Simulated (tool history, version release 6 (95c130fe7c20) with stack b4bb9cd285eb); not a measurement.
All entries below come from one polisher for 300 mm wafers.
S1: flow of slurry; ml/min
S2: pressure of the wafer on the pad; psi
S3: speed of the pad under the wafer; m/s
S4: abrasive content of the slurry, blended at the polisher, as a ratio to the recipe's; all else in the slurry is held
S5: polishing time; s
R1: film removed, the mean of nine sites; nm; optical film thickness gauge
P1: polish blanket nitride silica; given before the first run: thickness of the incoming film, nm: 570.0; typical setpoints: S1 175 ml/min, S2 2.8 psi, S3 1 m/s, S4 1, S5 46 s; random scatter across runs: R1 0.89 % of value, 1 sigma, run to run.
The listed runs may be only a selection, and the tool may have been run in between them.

run 1 hour=5.8 | S1=175 S2=2.8 S3=1 S4=1 S5=46 | R1=24.332
run 2 hour=11.2 | S1=175 S2=2.8 S3=1 S4=1 S5=21 | R1=11.159
run 3 hour=17.8 | S1=175 S2=2.8 S3=1.58 S4=1 S5=46 | R1=35.282
run 4 hour=27.1 | S1=175 S2=2.8 S3=1 S4=1 S5=46 | R1=24.151
run 5 hour=31.5 | S1=175 S2=1.5 S3=0.46 S4=1 S5=46 | R1=7.0291
run 6 hour=38.2 | S1=175 S2=2.8 S3=1 S4=1.4 S5=46 | R1=28.076
run 7 hour=47.3 | S1=175 S2=2.8 S3=1 S4=1 S5=46 | R1=24.613
run 8 hour=55.1 | S1=175 S2=2.8 S3=1 S4=1 S5=46 | R1=24.354
run 9 hour=62.2 | S1=245 S2=2.8 S3=1.5 S4=1 S5=46 | R1=35.445
run 10 hour=67.2 | S1=175 S2=2.8 S3=1 S4=0.55 S5=46 | R1=17.464
run 11 hour=74.4 | S1=175 S2=2.8 S3=1 S4=1 S5=46 | R1=24.709
run 12 hour=82.9 | S1=175 S2=2.8 S3=1 S4=1 S5=46 | R1=24.131
run 13 hour=88.1 | S1=175 S2=1.5 S3=1 S4=1 S5=46 | R1=13.013
-- hour=92.1 conditioning disc replaced and pad reconditioned
run 14 hour=97.2 | S1=270 S2=2.8 S3=1 S4=1 S5=46 | R1=25.997
run 15 hour=107 | S1=175 S2=2.8 S3=1 S4=1 S5=46 | R1=24.711
run 16 hour=112 | S1=175 S2=3.9 S3=1 S4=1 S5=46 | R1=34.217
-- hour=115.1 slurry blender recalibrated
run 17 hour=121.7 | S1=175 S2=2.8 S3=0.5 S4=1 S5=46 | R1=14.054
run 18 hour=130.7 | S1=175 S2=2.8 S3=1 S4=1 S5=65 | R1=34.669
run 19 hour=140 | S1=260 S2=2.8 S3=1 S4=1.45 S5=46 | R1=29.478
run 20 hour=145.1 | S1=105 S2=2.8 S3=1 S4=1 S5=46 | R1=21.659
run 21 hour=155 | S1=175 S2=2.8 S3=1 S4=1 S5=46 | R1=24.272
run 22 hour=162.8 | S1=175 S2=2.8 S3=1 S4=1 S5=46 | R1=22.693
-- hour=171.5 slurry nozzle cleaned
run 23 hour=171.8 | S1=175 S2=2.8 S3=1 S4=1 S5=46 | R1=21.707
-- hour=174 conditioning disc replaced and pad reconditioned
run 24 hour=179.3 | S1=175 S2=2.8 S3=1 S4=1 S5=46 | R1=21.485
-- hour=180.9 head pressure recalibrated
run 25 hour=186.3 | S1=175 S2=2.8 S3=1 S4=1 S5=46 | R1=21.063
run 26 hour=194.7 | S1=175 S2=2.8 S3=1 S4=1 S5=46 | R1=20.913
run 27 hour=199 | S1=175 S2=2.8 S3=1 S4=1 S5=46 | R1=20.956

What P1 gives has crept away from where it was. These 2 causes fit the log equally well, each at the size given:
A: abrasive missing from the slurry, % = 25.9
B: removal rate lost through wear of the pad, % = 13.7
The process output started creeping at around hour 155.
The rest of the possible causes, and what rules out each one:
slurry flow missing at the pad, %: serviced at hour 171.5, after the change had begun; the process did not return to its earlier output
head's pressure below its setpoint, %: serviced at hour 180.9, after the change had begun; the process did not return to its earlier output
time polished since the conditioner stopped cutting, s: serviced at hour 174, after the change had begun; the process did not return to its earlier output

The list below offers 4 check runs, each averaging the results of 3 wafers, and shows each result as a question mark. For which of them would the listed causes give clearly different results?
run check 1 hour=203.3 | S1=175 S2=2.8 S3=1 S4=0.55 S5=46 | R1=?
run check 2 hour=203.3 | S1=105 S2=2.8 S3=0.52 S4=1 S5=46 | R1=?
run check 3 hour=203.3 | S1=245 S2=1.5 S3=1 S4=1 S5=46 | R1=?
run check 4 hour=203.3 | S1=175 S2=1.5 S3=1.56 S4=1 S5=46 | R1=?

How each check would come out, cause by cause:
check=check_1 result=R1 if_A=14.673 if_B=15.329
check=check_2 result=R1 if_A=11.306 if_B=11.307
check=check_3 result=R1 if_A=11.76 if_B=11.761
check=check_4 result=R1 if_A=16.077 if_B=16.079
Distance between the nearest two causes, measured in the result of the check that separates them most: check 1 4.37 %; check 2 0.01 %; check 3 0.01 %; check 4 0.01 %
Only in check 1 would the causes give clearly different results; in the remaining checks their results would be nearly the same.

After running check 1, the following was obtained: R1 15.381 nm. Which cause does this point to?

B is the cause: removal rate lost through wear of the pad, %.
